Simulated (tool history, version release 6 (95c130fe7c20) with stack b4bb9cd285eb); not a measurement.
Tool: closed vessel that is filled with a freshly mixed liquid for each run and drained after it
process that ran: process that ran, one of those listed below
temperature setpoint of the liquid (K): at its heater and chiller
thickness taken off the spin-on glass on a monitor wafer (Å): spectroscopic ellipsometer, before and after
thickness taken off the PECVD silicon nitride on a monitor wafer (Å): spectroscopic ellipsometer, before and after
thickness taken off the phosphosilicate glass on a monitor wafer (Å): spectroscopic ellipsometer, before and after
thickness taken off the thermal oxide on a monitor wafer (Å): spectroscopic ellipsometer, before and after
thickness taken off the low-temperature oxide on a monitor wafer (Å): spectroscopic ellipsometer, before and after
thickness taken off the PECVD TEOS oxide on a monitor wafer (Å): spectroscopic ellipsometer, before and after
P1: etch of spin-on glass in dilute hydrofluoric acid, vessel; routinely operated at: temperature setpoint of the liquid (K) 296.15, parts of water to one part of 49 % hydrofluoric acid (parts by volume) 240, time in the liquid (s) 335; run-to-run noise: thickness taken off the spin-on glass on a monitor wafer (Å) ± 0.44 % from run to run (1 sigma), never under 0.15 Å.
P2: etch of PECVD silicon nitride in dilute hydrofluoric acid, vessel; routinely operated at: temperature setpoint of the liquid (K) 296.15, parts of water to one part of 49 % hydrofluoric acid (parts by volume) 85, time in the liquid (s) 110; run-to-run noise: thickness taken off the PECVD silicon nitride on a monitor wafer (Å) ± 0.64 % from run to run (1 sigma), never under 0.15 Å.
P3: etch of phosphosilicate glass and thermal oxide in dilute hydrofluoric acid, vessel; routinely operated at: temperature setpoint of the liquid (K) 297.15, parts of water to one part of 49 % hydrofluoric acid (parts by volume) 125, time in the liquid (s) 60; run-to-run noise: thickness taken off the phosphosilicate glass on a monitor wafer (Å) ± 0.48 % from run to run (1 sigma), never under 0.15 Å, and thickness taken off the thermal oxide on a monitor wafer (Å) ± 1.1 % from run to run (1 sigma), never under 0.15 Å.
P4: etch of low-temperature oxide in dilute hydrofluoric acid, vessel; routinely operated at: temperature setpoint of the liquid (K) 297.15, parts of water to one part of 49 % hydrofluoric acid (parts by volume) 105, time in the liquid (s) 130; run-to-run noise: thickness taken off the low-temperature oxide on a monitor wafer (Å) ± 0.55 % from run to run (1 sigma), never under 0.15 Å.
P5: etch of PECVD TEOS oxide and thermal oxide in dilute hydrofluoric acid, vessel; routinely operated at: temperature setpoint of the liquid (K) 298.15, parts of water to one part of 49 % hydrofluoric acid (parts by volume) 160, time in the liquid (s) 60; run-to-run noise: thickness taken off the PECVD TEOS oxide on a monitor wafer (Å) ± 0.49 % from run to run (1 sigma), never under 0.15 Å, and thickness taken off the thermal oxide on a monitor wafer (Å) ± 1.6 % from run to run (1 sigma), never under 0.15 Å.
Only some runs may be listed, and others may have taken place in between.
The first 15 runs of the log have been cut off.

| run | hour | process that ran | temperature setpoint of the liquid (K) | parts of water to one part of 49 % hydrofluoric acid (parts by volume) | time in the liquid (s) | thickness taken off the spin-on glass on a monitor wafer (Å) | thickness taken off the PECVD silicon nitride on a monitor wafer (Å) | thickness taken off the phosphosilicate glass on a monitor wafer (Å) | thickness taken off the thermal oxide on a monitor wafer (Å) | thickness taken off the low-temperature oxide on a monitor wafer (Å) | thickness taken off the PECVD TEOS oxide on a monitor wafer (Å) |
|---|---|---|---|---|---|---|---|---|---|---|---|
| 16 | 132 | P2 | 290.15 | 85 | 110 |  | 31.342 |  |  |  |  |
| 17 | 140.7 | P1 | 300.15 | 425 | 335 | 161.47 |  |  |  |  |  |
| 18 | 146.7 | P1 | 290.15 | 240 | 335 | 240.79 |  |  |  |  |  |
| 19 | 156.9 | P3 | 297.15 | 220 | 60 |  |  | 388.23 | 11.276 |  |  |
| 20 | 162.4 | P2 | 296.15 | 115 | 110 |  | 35.152 |  |  |  |  |
| 21 | 167.7 | P4 | 297.15 | 105 | 130 |  |  |  |  | 422.68 |  |
| 22 | 177.6 | P3 | 303.15 | 125 | 60 |  |  | 945.9 | 27.751 |  |  |
| 23 | 187.9 | P5 | 290.15 | 160 | 60 |  |  |  | 11.64 |  | 45.357 |
| 24 | 193.3 | P5 | 298.15 | 65 | 60 |  |  |  | 44.98 |  | 170.39 |
| 25 | 203.6 | P1 | 296.15 | 240 | 335 | 300.46 |  |  |  |  |  |
| 26 | 212.5 | P2 | 296.15 | 85 | 110 |  | 47.388 |  |  |  |  |
| 27 | 218.7 | P1 | 296.15 | 240 | 335 | 299.59 |  |  |  |  |  |
| 28 | 226.8 | P5 | 298.15 | 160 | 30 |  |  |  | 8.2475 |  | 30.698 |
| 29 | 238.2 | P4 | 290.15 | 105 | 130 |  |  |  |  | 322.91 |  |

Run 30 comes next. What will it give?
| 30 | 243.4 | P1 | 296.15 | 240 | 335 | ? |  |  |  |  |  |

{"run 30": {"thickness taken off the spin-on glass on a monitor wafer (Å)": 302.96}}

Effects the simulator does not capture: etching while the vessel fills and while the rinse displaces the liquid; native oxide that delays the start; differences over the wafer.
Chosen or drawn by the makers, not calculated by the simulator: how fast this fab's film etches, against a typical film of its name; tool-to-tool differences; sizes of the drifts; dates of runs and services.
